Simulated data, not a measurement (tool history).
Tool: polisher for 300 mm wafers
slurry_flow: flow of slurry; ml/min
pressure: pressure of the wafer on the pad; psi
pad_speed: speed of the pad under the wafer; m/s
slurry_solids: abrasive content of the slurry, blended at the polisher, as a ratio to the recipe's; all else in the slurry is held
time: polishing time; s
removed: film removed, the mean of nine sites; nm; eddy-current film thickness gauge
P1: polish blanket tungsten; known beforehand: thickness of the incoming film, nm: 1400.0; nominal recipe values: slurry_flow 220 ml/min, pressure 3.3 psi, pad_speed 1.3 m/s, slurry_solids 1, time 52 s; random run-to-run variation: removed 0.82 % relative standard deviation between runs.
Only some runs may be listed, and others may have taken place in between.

run,hour,slurry_flow,pressure,pad_speed,slurry_solids,time,removed
1,8.4,220,3.3,1.3,1,52,287.78
2,22.5,220,3.3,1.8,1,52,399.83
3,29.5,220,3.3,0.7,1,52,155.69
4,39.7,220,3.3,1.3,0.55,52,251.12
5,52.9,220,1.9,1.3,1,52,168.64
# hour 61: head pressure recalibrated
6,61,220,5.2,1.3,1,52,452.03
7,73.8,220,3.3,1.3,1,52,292.05
# hour 80.8: slurry tank refilled with fresh slurry and peroxide
8,86.1,340,3.3,1.3,1,52,302
9,100,220,3.3,1.68,1,78,571.53
10,108.8,220,3.3,1.3,1.35,52,313.84
11,121.4,220,3.3,1.3,1,70,388.48
12,134.6,220,3.3,1.3,1,33,183.86
13,141.3,220,3.3,1.3,1,52,292.19
14,155.3,220,3.3,1.3,1,52,285.84
15,162.5,220,3.3,1.3,1,52,287.2
16,171.9,130,3.3,1.3,1,52,262.42
17,179.7,220,3.3,1.3,1,52,289.32
18,186.6,220,3.3,1.3,1,52,285.82
19,200,220,3.3,1.3,1,52,280.07

Forecast run 20:
20,212.7,220,3.3,1.3,1,52,?

{"run 20": {"removed": 277.38}}
